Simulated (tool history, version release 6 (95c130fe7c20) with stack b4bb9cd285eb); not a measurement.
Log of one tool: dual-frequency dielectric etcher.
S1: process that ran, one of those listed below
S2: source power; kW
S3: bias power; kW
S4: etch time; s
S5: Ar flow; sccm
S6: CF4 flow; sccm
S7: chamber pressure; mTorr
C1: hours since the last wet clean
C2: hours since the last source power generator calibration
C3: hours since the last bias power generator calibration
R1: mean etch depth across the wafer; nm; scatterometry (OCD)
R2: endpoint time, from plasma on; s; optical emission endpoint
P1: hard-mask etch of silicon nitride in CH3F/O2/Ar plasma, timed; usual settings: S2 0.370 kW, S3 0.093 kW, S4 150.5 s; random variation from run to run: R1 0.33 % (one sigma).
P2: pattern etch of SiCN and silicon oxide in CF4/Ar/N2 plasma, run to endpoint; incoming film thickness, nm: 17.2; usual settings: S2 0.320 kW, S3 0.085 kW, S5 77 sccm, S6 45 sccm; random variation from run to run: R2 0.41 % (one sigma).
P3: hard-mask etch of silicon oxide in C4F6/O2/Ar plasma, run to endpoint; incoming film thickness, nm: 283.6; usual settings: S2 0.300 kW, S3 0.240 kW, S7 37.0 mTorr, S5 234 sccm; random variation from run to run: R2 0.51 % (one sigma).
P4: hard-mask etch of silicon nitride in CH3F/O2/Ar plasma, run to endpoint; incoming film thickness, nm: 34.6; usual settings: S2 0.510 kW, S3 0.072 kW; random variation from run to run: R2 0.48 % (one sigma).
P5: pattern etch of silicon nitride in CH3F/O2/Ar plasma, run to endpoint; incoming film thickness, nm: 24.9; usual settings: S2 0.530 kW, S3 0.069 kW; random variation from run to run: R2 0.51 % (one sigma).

run 1 hour=13.5 | S1=P1 S2=0.370 S3=0.093 S4=150.5 | C1=275.4 C2=1684.6 C3=470.0 | R1=113.700
run 2 hour=24.8 | S1=P5 S2=0.530 S3=0.069 | C1=286.7 C2=1695.9 C3=481.3 | R2=33.299
run 3 hour=33.4 | S1=P4 S2=0.510 S3=0.072 | C1=295.3 C2=1704.5 C3=489.9 | R2=44.830
run 4 hour=43.5 | S1=P5 S2=0.680 S3=0.069 | C1=305.4 C2=1714.6 C3=500.0 | R2=30.015
run 5 hour=52.6 | S1=P5 S2=0.530 S3=0.097 | C1=314.5 C2=1723.7 C3=509.1 | R2=29.641
run 6 hour=69.9 | S1=P1 S2=0.370 S3=0.093 S4=150.5 | C1=331.8 C2=1741.0 C3=526.4 | R1=114.250
run 7 hour=78.4 | S1=P2 S2=0.320 S3=0.085 S5=93 S6=45 | C1=340.3 C2=1749.5 C3=534.9 | R2=26.657
run 8 hour=92.3 | S1=P4 S2=0.510 S3=0.093 | C1=354.2 C2=1763.4 C3=548.8 | R2=41.153
run 9 hour=102.7 | S1=P3 S2=0.170 S3=0.240 S5=234 S7=37.0 | C1=364.6 C2=1773.8 C3=559.2 | R2=112.280
run 10 hour=113.6 | S1=P1 S2=0.370 S3=0.093 S4=150.5 | C1=375.5 C2=1784.7 C3=570.1 | R1=113.500
run 11 hour=126.7 | S1=P1 S2=0.500 S3=0.093 S4=106.5 | C1=388.6 C2=1797.8 C3=583.2 | R1=90.153
run 12 hour=135.5 | S1=P3 S2=0.300 S3=0.240 S5=234 S7=44.5 | C1=397.4 C2=1806.6 C3=592.0 | R2=92.461
run 13 hour=146.5 | S1=P2 S2=0.320 S3=0.085 S5=77 S6=45 | C1=408.4 C2=1817.6 C3=603.0 | R2=25.734
run 14 hour=161.9 | S1=P2 S2=0.320 S3=0.059 S5=77 S6=45 | C1=423.8 C2=1833.0 C3=618.4 | R2=29.432
run 15 hour=180.0 | S1=P3 S2=0.300 S3=0.240 S5=234 S7=37.0 | C1=441.9 C2=1851.1 C3=636.5 | R2=90.338
run 16 hour=191.9 | S1=P1 S2=0.250 S3=0.093 S4=150.5 | C1=453.8 C2=1863.0 C3=648.4 | R1=98.393
run 17 hour=203.1 | S1=P1 S2=0.490 S3=0.093 S4=150.5 | C1=465.0 C2=1874.2 C3=659.6 | R1=126.140
run 18 hour=221.0 | S1=P1 S2=0.370 S3=0.093 S4=189.5 | C1=482.9 C2=1892.1 C3=677.5 | R1=143.700
run 19 hour=236.4 | S1=P3 S2=0.300 S3=0.240 S5=144 S7=37.0 | C1=498.3 C2=1907.5 C3=692.9 | R2=85.417
run 20 hour=247.2 | S1=P1 S2=0.370 S3=0.093 S4=150.5 | C1=509.1 C2=1918.3 C3=703.7 | R1=113.550
run 21 hour=255.6 | S1=P2 S2=0.390 S3=0.085 S5=77 S6=45 | C1=517.5 C2=1926.7 C3=712.1 | R2=21.836
run 22 hour=270.4 | S1=P2 S2=0.320 S3=0.085 S5=77 S6=36 | C1=532.3 C2=1941.5 C3=726.9 | R2=26.808
run 23 hour=286.2 | S1=P1 S2=0.500 S3=0.093 S4=191.0 | C1=548.1 C2=1957.3 C3=742.7 | R1=161.770
run 24 hour=300.4 | S1=P2 S2=0.320 S3=0.085 S5=77 S6=45 | C1=562.3 C2=1971.5 C3=756.9 | R2=25.875
run 25 hour=311.4 | S1=P1 S2=0.370 S3=0.111 S4=150.5 | C1=573.3 C2=1982.5 C3=767.9 | R1=121.600
run 26 hour=321.0 | S1=P1 S2=0.370 S3=0.093 S4=150.5 | C1=582.9 C2=1992.1 C3=777.5 | R1=113.910
run 27 hour=335.8 | S1=P1 S2=0.370 S3=0.093 S4=83.0 | C1=597.7 C2=2006.9 C3=792.3 | R1=62.720
run 28 hour=346.5 | S1=P1 S2=0.450 S3=0.093 S4=117.5 | C1=608.4 C2=2017.6 C3=803.0 | R1=95.383
run 29 hour=360.6 | S1=P4 S2=0.630 S3=0.072 | C1=622.5 C2=2031.7 C3=817.1 | R2=41.514
-- hour=372.1 wet clean of the chamber
run 30 hour=378.9 | S1=P3 S2=0.300 S3=0.179 S5=234 S7=37.0 | C1=6.9 C2=2050.0 C3=835.4 | R2=100.110
run 31 hour=395.9 | S1=P1 S2=0.370 S3=0.060 S4=150.5 | C1=23.9 C2=2067.0 C3=852.4 | R1=97.606
run 32 hour=412.0 | S1=P1 S2=0.370 S3=0.093 S4=150.5 | C1=40.0 C2=2083.1 C3=868.5 | R1=113.670
run 33 hour=427.1 | S1=P1 S2=0.370 S3=0.093 S4=150.5 | C1=55.1 C2=2098.2 C3=883.6 | R1=113.940
run 34 hour=442.1 | S1=P1 S2=0.370 S3=0.093 S4=150.5 | C1=70.1 C2=2113.2 C3=898.6 | R1=114.370
run 35 hour=459.7 | S1=P1 S2=0.370 S3=0.093 S4=150.5 | C1=87.7 C2=2130.8 C3=916.2 | R1=114.810
run 36 hour=471.4 | S1=P1 S2=0.370 S3=0.093 S4=150.5 | C1=99.4 C2=2142.5 C3=927.9 | R1=115.550
run 37 hour=481.6 | S1=P1 S2=0.370 S3=0.093 S4=150.5 | C1=109.6 C2=2152.7 C3=938.1 | R1=116.240
-- hour=496.4 wet clean of the chamber
run 38 hour=499.0 | S1=P1 S2=0.370 S3=0.093 S4=150.5 | C1=2.7 C2=2170.1 C3=955.5 | R1=115.900
run 39 hour=514.1 | S1=P1 S2=0.370 S3=0.093 S4=150.5 | C1=17.8 C2=2185.2 C3=970.6 | R1=115.860
run 40 hour=524.3 | S1=P1 S2=0.370 S3=0.093 S4=150.5 | C1=28.0 C2=2195.4 C3=980.8 | R1=116.080
run 41 hour=535.7 | S1=P1 S2=0.370 S3=0.093 S4=150.5 | C1=39.4 C2=2206.8 C3=992.2 | R1=115.030
run 42 hour=548.6 | S1=P1 S2=0.370 S3=0.093 S4=150.5 | C1=52.3 C2=2219.7 C3=1005.1 | R1=115.290
run 43 hour=560.6 | S1=P1 S2=0.370 S3=0.093 S4=150.5 | C1=64.3 C2=2231.7 C3=1017.1 | R1=115.280
run 44 hour=577.8 | S1=P1 S2=0.370 S3=0.093 S4=150.5 | C1=81.5 C2=2248.9 C3=1034.3 | R1=115.380

What P1 gives has crept away from where it was. These 2 causes fit the log equally well, each at the size given:
A: source power that arrives over what is set, % = 4.51
B: bias power that arrives over what is set, % = 4.61
The creep began at about hour 427.1.
Why every other cause is out:
chamber walls in a state that raises the etch rate, %: serviced at hour 496.4, which brought nothing back

4 check runs are offered, each on 2 wafers whose results are averaged, their results left as question marks. Which one tells the causes apart?
run check 1 hour=595.0 | S1=P5 S2=0.530 S3=0.069 | R2=?
run check 2 hour=595.0 | S1=P4 S2=0.510 S3=0.072 | R2=?
run check 3 hour=595.0 | S1=P2 S2=0.320 S3=0.085 S5=77 S6=45 | R2=?
run check 4 hour=595.0 | S1=P3 S2=0.300 S3=0.240 S5=234 S7=37.0 | R2=?

What each check would give under each cause:
check=check_1 result=R2 if_A=32.706 if_B=32.767
check=check_2 result=R2 if_A=43.941 if_B=44.012
check=check_3 result=R2 if_A=24.889 if_B=25.441
check=check_4 result=R2 if_A=88.910 if_B=89.031
How far apart the two closest causes lie, in the result that separates them most: check 1 0.19 %; check 2 0.16 %; check 3 2.19 %; check 4 0.14 %
Check 3 tells the causes apart: in the others they would give nearly the same result.

Check 3 was then run and gave: R2 25.502 s. Which cause is it?

It is B: bias power that arrives over what is set, %.

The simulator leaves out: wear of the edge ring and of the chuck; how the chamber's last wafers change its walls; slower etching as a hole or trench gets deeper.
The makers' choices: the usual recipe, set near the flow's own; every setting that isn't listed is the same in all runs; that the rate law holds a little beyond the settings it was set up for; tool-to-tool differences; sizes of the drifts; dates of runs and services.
